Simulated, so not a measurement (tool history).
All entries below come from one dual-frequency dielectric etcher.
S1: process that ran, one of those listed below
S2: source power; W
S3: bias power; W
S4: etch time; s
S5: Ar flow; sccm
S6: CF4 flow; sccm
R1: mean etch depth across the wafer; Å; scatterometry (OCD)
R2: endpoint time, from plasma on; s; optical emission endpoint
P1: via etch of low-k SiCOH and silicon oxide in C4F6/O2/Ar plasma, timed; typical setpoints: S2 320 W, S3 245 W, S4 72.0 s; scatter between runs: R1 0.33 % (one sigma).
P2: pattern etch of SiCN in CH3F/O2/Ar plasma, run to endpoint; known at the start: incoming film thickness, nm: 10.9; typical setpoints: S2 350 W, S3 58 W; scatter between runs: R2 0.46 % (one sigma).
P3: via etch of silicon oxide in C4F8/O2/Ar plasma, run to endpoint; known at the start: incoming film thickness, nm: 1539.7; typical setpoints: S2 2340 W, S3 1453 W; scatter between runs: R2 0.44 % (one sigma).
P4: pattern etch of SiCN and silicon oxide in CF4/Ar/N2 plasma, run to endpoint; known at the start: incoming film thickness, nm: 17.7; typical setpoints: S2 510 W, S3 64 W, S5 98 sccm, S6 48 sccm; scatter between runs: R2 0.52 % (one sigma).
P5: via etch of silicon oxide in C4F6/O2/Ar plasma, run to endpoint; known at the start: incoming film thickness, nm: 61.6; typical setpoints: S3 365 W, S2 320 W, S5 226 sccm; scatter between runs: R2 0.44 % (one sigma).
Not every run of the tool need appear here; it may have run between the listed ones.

run,hour,S1,S2,S3,S4,S5,S6,R1,R2
1,6.0,P1,320,245,72.0,,,2044.7,
2,9.3,P5,320,365,,314,,,16.526
3,15.3,P4,510,43,,98,48,,23.782
4,21.2,P1,320,245,54.0,,,1537.8,
5,26.6,P4,510,64,,98,64,,19.817
6,30.3,P1,320,171,72.0,,,1830.6,
7,34.0,P5,250,365,,226,,,17.481
8,37.8,P1,320,245,72.0,,,2056.8,
9,44.4,P5,320,365,,226,,,15.939
10,47.7,P5,320,365,,226,,,15.866
11,52.4,P2,350,58,,,,,32.231
12,55.7,P4,510,64,,59,48,,19.064
13,61.6,P5,320,230,,226,,,18.689
14,67.4,P1,320,245,104.5,,,2967.3,
15,71.5,P3,1400,1453,,,,,376.680
16,75.0,P1,270,155,72.0,,,1652.9,
17,79.4,P1,210,245,72.0,,,1754.5,
18,84.1,P4,410,64,,98,48,,24.839
19,88.7,P1,320,307,72.0,,,2224.9,
20,94.1,P1,400,183,72.0,,,2035.1,
21,98.8,P1,400,245,72.0,,,2232.7,
22,103.3,P2,490,58,,,,,28.695
23,107.8,P4,510,64,,98,48,,20.635
24,112.8,P3,2340,1070,,,,,331.720
25,116.4,P1,320,245,72.0,,,2043.3,
26,119.7,P1,320,245,72.0,,,2044.2,
27,125.5,P1,320,245,72.0,,,2045.5,
28,132.2,P3,2340,1453,,,,,304.130
29,135.7,P2,350,58,,,,,32.522
30,139.8,P2,350,43,,,,,35.963
31,145.7,P1,320,245,72.0,,,2049.8,
32,150.4,P1,320,245,72.0,,,2035.7,

Estimate the outcome of run 33 from the log above:
33,155.9,P1,320,245,72.0,,,?,

Run 33 measured R1 2032.1 Å.

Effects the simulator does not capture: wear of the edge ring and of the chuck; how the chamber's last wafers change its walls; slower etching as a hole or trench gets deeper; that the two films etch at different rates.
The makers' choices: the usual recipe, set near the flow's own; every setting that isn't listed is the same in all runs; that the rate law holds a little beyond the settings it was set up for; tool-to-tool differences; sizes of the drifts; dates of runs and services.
